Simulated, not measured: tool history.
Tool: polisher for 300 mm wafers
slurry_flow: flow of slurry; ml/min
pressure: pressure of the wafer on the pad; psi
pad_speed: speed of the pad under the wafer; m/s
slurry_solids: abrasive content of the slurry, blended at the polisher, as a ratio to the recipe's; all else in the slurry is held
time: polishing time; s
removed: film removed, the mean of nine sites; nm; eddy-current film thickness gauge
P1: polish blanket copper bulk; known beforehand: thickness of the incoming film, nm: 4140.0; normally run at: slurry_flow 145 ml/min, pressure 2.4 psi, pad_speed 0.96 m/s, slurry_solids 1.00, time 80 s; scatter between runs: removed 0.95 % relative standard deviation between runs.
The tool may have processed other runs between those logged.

run 1 hour=4.3 | slurry_flow=145 pressure=2.4 pad_speed=0.96 slurry_solids=1.00 time=80 | removed=559.37
run 2 hour=8.0 | slurry_flow=145 pressure=2.4 pad_speed=0.72 slurry_solids=0.65 time=80 | removed=391.78
run 3 hour=12.4 | slurry_flow=145 pressure=2.4 pad_speed=0.96 slurry_solids=1.00 time=80 | removed=570.19
run 4 hour=15.3 | slurry_flow=85 pressure=2.4 pad_speed=0.96 slurry_solids=1.00 time=80 | removed=496.74
run 5 hour=17.7 | slurry_flow=145 pressure=3.7 pad_speed=0.96 slurry_solids=1.00 time=80 | removed=892.25
run 6 hour=20.3 | slurry_flow=145 pressure=2.4 pad_speed=0.96 slurry_solids=1.00 time=80 | removed=572.62
run 7 hour=22.3 | slurry_flow=145 pressure=2.4 pad_speed=0.96 slurry_solids=1.40 time=80 | removed=608.78
run 8 hour=26.4 | slurry_flow=145 pressure=1.5 pad_speed=0.96 slurry_solids=1.00 time=80 | removed=354.06
run 9 hour=28.5 | slurry_flow=145 pressure=2.4 pad_speed=0.96 slurry_solids=0.55 time=80 | removed=490.78
run 10 hour=32.2 | slurry_flow=145 pressure=2.4 pad_speed=1.44 slurry_solids=1.00 time=80 | removed=848.38
run 11 hour=36.3 | slurry_flow=145 pressure=2.4 pad_speed=0.96 slurry_solids=1.00 time=80 | removed=575.21
run 12 hour=40.0 | slurry_flow=145 pressure=2.4 pad_speed=0.96 slurry_solids=1.00 time=121 | removed=854.96
run 13 hour=42.5 | slurry_flow=145 pressure=2.4 pad_speed=0.96 slurry_solids=1.00 time=58 | removed=415.37
run 14 hour=44.5 | slurry_flow=145 pressure=2.4 pad_speed=0.96 slurry_solids=1.00 time=80 | removed=563.35
run 15 hour=47.8 | slurry_flow=225 pressure=2.4 pad_speed=0.96 slurry_solids=1.00 time=80 | removed=606.10
run 16 hour=50.0 | slurry_flow=145 pressure=2.4 pad_speed=0.48 slurry_solids=1.00 time=80 | removed=282.08
run 17 hour=54.1 | slurry_flow=145 pressure=2.4 pad_speed=0.96 slurry_solids=1.00 time=80 | removed=575.51
run 18 hour=57.8 | slurry_flow=145 pressure=2.4 pad_speed=0.96 slurry_solids=1.00 time=80 | removed=564.74
run 19 hour=60.8 | slurry_flow=145 pressure=2.4 pad_speed=0.96 slurry_solids=1.00 time=80 | removed=548.49
run 20 hour=63.2 | slurry_flow=145 pressure=2.4 pad_speed=0.96 slurry_solids=1.00 time=80 | removed=535.54
run 21 hour=65.4 | slurry_flow=145 pressure=2.4 pad_speed=0.96 slurry_solids=1.00 time=80 | removed=518.21
-- hour=67.0 worn pad replaced by a new one
run 22 hour=68.0 | slurry_flow=145 pressure=2.4 pad_speed=0.96 slurry_solids=1.00 time=80 | removed=514.13
-- hour=69.2 slurry blender recalibrated
run 23 hour=70.7 | slurry_flow=145 pressure=2.4 pad_speed=0.96 slurry_solids=1.00 time=80 | removed=515.89
run 24 hour=73.7 | slurry_flow=145 pressure=2.4 pad_speed=0.96 slurry_solids=1.00 time=80 | removed=508.76

Predict the results of run 25:
run 25 hour=77.5 | slurry_flow=145 pressure=2.4 pad_speed=0.96 slurry_solids=1.00 time=80 | removed=?

Run 25 came out at removed 505.06 nm.
